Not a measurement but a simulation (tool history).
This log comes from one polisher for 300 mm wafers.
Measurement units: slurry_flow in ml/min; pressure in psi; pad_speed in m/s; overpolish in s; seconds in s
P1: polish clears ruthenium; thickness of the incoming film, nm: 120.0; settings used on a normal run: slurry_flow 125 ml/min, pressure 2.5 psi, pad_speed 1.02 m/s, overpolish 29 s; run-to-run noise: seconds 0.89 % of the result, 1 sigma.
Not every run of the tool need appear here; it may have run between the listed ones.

| run | hour | slurry_flow | pressure | pad_speed | overpolish | wafers polished on this pad | hours since the slurry nozzle was cleaned | hours since the head pressure was calibrated | seconds |
|---|---|---|---|---|---|---|---|---|---|
| 1 | 6.0 | 125 | 2.5 | 1.02 | 29 | 292 | 177.5 | 959.2 | 91.484 |
| 2 | 11.8 | 125 | 2.5 | 1.02 | 29 | 337 | 183.3 | 965.0 | 93.387 |
| 3 | 17.9 | 125 | 2.5 | 1.02 | 29 | 384 | 189.4 | 971.1 | 91.525 |
| 4 | 26.8 | 125 | 1.1 | 1.02 | 29 | 453 | 198.3 | 980.0 | 206.650 |
| 5 | 36.0 | 125 | 2.5 | 0.56 | 29 | 524 | 207.5 | 989.2 | 167.600 |
| 6 | 44.9 | 125 | 2.5 | 1.02 | 29 | 593 | 216.4 | 998.1 | 92.341 |
| 7 | 50.7 | 125 | 2.5 | 1.02 | 29 | 638 | 222.2 | 1003.9 | 90.841 |
| 8 | 60.5 | 125 | 2.5 | 1.02 | 29 | 714 | 232.0 | 1013.7 | 93.207 |
| 9 | 66.1 | 125 | 2.5 | 1.28 | 29 | 757 | 237.6 | 1019.3 | 73.562 |
| 10 | 72.5 | 200 | 2.5 | 1.02 | 29 | 807 | 244.0 | 1025.7 | 84.967 |
| 11 | 79.7 | 125 | 3.5 | 1.44 | 29 | 863 | 251.2 | 1032.9 | 47.251 |
| 12 | 87.6 | 125 | 4.0 | 1.02 | 29 | 924 | 259.1 | 1040.8 | 57.362 |
| 13 | 95.5 | 125 | 2.5 | 1.02 | 9 | 985 | 267.0 | 1048.7 | 92.379 |
| 14 | 100.5 | 75 | 2.5 | 1.02 | 29 | 1024 | 272.0 | 1053.7 | 105.960 |
| 15 | 109.4 | 175 | 1.3 | 1.02 | 29 | 1093 | 280.9 | 1062.6 | 168.660 |
| 16 | 118.5 | 125 | 2.5 | 1.02 | 44 | 1163 | 290.0 | 1071.7 | 92.208 |
| 17 | 123.3 | 125 | 1.9 | 0.46 | 29 | 1200 | 294.8 | 1076.5 | 267.610 |

What will run 18 give?
| 18 | 129.1 | 125 | 2.5 | 1.02 | 29 | 1245 | 300.6 | 1082.3 | ? |

{"run 18": {"seconds": 92.613}}
